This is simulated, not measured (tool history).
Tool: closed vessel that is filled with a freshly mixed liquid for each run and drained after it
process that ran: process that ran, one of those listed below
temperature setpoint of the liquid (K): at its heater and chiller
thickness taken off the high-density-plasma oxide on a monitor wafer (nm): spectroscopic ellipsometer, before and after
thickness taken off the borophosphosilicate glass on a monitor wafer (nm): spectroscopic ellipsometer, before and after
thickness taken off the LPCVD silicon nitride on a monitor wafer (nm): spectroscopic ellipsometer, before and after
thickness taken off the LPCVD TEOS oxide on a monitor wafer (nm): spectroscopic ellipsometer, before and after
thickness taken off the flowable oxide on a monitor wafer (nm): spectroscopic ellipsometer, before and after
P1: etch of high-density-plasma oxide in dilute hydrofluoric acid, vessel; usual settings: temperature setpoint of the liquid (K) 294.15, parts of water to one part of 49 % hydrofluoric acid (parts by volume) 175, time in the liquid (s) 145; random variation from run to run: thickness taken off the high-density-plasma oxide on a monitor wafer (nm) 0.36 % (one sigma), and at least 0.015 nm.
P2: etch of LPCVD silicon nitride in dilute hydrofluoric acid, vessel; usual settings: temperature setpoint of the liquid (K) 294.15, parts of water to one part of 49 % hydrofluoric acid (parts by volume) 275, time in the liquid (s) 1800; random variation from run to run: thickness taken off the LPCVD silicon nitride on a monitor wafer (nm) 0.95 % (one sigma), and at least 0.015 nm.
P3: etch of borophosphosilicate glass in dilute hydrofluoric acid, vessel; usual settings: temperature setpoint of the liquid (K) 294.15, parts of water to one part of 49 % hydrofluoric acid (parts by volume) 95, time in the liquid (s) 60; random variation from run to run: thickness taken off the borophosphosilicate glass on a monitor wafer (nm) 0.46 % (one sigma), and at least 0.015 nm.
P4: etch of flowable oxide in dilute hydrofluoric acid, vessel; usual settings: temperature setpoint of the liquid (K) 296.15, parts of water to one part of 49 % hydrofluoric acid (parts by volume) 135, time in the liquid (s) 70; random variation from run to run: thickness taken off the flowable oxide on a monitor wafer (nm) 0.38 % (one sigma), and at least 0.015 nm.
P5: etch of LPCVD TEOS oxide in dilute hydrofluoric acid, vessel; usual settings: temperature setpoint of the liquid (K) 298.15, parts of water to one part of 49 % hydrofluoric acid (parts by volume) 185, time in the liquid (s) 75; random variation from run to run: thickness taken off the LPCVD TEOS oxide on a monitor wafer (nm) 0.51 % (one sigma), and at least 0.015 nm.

| run | hour | process that ran | temperature setpoint of the liquid (K) | parts of water to one part of 49 % hydrofluoric acid (parts by volume) | time in the liquid (s) | hours since the thermometer was replaced | hours since the hydrofluoric acid flow meter was replaced | thickness taken off the high-density-plasma oxide on a monitor wafer (nm) | thickness taken off the borophosphosilicate glass on a monitor wafer (nm) | thickness taken off the LPCVD silicon nitride on a monitor wafer (nm) | thickness taken off the LPCVD TEOS oxide on a monitor wafer (nm) | thickness taken off the flowable oxide on a monitor wafer (nm) |
|---|---|---|---|---|---|---|---|---|---|---|---|---|
| 1 | 6.0 | P1 | 294.15 | 175 | 145 | 816.3 | 457.2 | 7.6709 |  |  |  |  |
| 2 | 14.4 | P3 | 294.15 | 95 | 60 | 824.7 | 465.6 |  | 21.056 |  |  |  |
| 3 | 20.6 | P2 | 302.15 | 275 | 1800 | 830.9 | 471.8 |  |  | 4.4207 |  |  |
| 4 | 26.1 | P3 | 294.15 | 95 | 60 | 836.4 | 477.3 |  | 20.892 |  |  |  |
| 5 | 31.3 | P1 | 294.15 | 265 | 145 | 841.6 | 482.5 | 4.7016 |  |  |  |  |
|  | 32.3 | hydrofluoric acid flow meter replaced |
| 6 | 37.4 | P1 | 294.15 | 175 | 85 | 847.7 | 5.1 | 4.5169 |  |  |  |  |
| 7 | 46.6 | P2 | 294.15 | 275 | 2995 | 856.9 | 14.3 |  |  | 4.5324 |  |  |
| 8 | 52.5 | P5 | 298.15 | 80 | 75 | 862.8 | 20.2 |  |  |  | 22.3350 |  |
| 9 | 59.8 | P1 | 294.15 | 175 | 145 | 870.1 | 27.5 | 7.7478 |  |  |  |  |
| 10 | 65.7 | P4 | 296.15 | 135 | 70 | 876.0 | 33.4 |  |  |  |  | 21.9640 |
| 11 | 71.0 | P1 | 294.15 | 175 | 210 | 881.3 | 38.7 | 11.1610 |  |  |  |  |
| 12 | 75.9 | P4 | 296.15 | 135 | 30 | 886.2 | 43.6 |  |  |  |  | 9.3506 |
| 13 | 82.5 | P1 | 290.15 | 175 | 145 | 892.8 | 50.2 | 6.5268 |  |  |  |  |
| 14 | 88.1 | P1 | 294.15 | 80 | 145 | 898.4 | 55.8 | 18.7820 |  |  |  |  |
| 15 | 94.7 | P1 | 290.65 | 65 | 145 | 905.0 | 62.4 | 20.1620 |  |  |  |  |
| 16 | 102.5 | P4 | 296.15 | 20 | 70 | 912.8 | 70.2 |  |  |  |  | 171.2600 |
| 17 | 111.8 | P5 | 298.15 | 185 | 75 | 922.1 | 79.5 |  |  |  | 8.5506 |  |
| 18 | 117.8 | P1 | 294.15 | 175 | 145 | 928.1 | 85.5 | 7.7366 |  |  |  |  |
| 19 | 127.0 | P5 | 298.15 | 185 | 75 | 937.3 | 94.7 |  |  |  | 8.5887 |  |
| 20 | 135.1 | P5 | 298.15 | 185 | 145 | 945.4 | 102.8 |  |  |  | 16.4700 |  |
| 21 | 142.3 | P2 | 294.15 | 140 | 1800 | 952.6 | 110.0 |  |  | 5.2666 |  |  |
| 22 | 147.9 | P3 | 294.15 | 165 | 60 | 958.2 | 115.6 |  | 11.166 |  |  |  |
| 23 | 154.2 | P2 | 294.15 | 275 | 1800 | 964.5 | 121.9 |  |  | 2.6742 |  |  |

The next listed run, before its measurement:
| 24 | 163.7 | P1 | 294.15 | 315 | 240 | 974.0 | 131.4 | ? |  |  |  |  |

thickness taken off the high-density-plasma oxide on a monitor wafer (nm): 6.2026

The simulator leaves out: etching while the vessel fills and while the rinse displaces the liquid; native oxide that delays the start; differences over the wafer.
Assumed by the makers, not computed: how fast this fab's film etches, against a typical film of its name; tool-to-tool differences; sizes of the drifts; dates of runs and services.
